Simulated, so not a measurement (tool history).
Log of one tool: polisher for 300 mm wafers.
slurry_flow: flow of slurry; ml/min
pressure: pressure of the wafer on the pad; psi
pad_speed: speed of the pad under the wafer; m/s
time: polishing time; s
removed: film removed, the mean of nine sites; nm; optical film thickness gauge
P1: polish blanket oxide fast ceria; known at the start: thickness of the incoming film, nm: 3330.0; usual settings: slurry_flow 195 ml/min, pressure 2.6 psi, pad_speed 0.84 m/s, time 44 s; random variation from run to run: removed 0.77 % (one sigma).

| run | hour | slurry_flow | pressure | pad_speed | time | wafers polished on this pad | hours since the slurry nozzle was cleaned | hours since the head pressure was calibrated | removed |
|---|---|---|---|---|---|---|---|---|---|
| 1 | 10.2 | 195 | 2.6 | 0.84 | 44 | 294 | 247.9 | 735.5 | 532.98 |
| 2 | 20.5 | 195 | 2.6 | 0.84 | 44 | 472 | 258.2 | 745.8 | 535.49 |
| 3 | 25.9 | 115 | 2.6 | 0.84 | 44 | 565 | 263.6 | 751.2 | 489.60 |
| 4 | 33.6 | 195 | 2.6 | 0.44 | 44 | 698 | 271.3 | 758.9 | 277.61 |
| 5 | 38.8 | 260 | 2.6 | 0.84 | 44 | 787 | 276.5 | 764.1 | 552.47 |
| 6 | 49.6 | 195 | 2.6 | 0.84 | 20 | 974 | 287.3 | 774.9 | 245.37 |
| 7 | 58.0 | 195 | 2.6 | 1.32 | 44 | 1119 | 295.7 | 783.3 | 828.54 |
| 8 | 64.8 | 195 | 1.2 | 0.84 | 44 | 1236 | 302.5 | 790.1 | 247.88 |
| 9 | 74.4 | 195 | 2.6 | 0.84 | 44 | 1402 | 312.1 | 799.7 | 534.23 |
| 10 | 80.4 | 195 | 2.6 | 0.84 | 44 | 1506 | 318.1 | 805.7 | 532.05 |
| 11 | 87.4 | 280 | 2.6 | 0.84 | 56 | 1626 | 325.1 | 812.7 | 712.66 |
| 12 | 92.3 | 195 | 2.6 | 0.84 | 67 | 1711 | 330.0 | 817.6 | 812.57 |
| 13 | 99.5 | 195 | 2.6 | 0.84 | 44 | 1835 | 337.2 | 824.8 | 531.25 |
| 14 | 109.9 | 195 | 4.0 | 0.84 | 44 | 2015 | 347.6 | 835.2 | 825.92 |
| 15 | 120.5 | 195 | 2.6 | 0.84 | 44 | 2198 | 358.2 | 845.8 | 536.24 |
| 16 | 126.9 | 195 | 2.6 | 0.84 | 44 | 2308 | 364.6 | 852.2 | 525.19 |
| 17 | 134.3 | 195 | 2.6 | 0.84 | 44 | 2436 | 372.0 | 859.6 | 523.48 |
| 18 | 140.8 | 195 | 2.6 | 0.84 | 44 | 2548 | 378.5 | 866.1 | 521.39 |
| 19 | 145.9 | 195 | 2.6 | 0.84 | 44 | 2636 | 383.6 | 871.2 | 520.79 |

Forecast run 20:
| 20 | 154.8 | 195 | 2.6 | 0.84 | 44 | 2790 | 392.5 | 880.1 | ? |

{"run 20": {"removed": 509.47}}
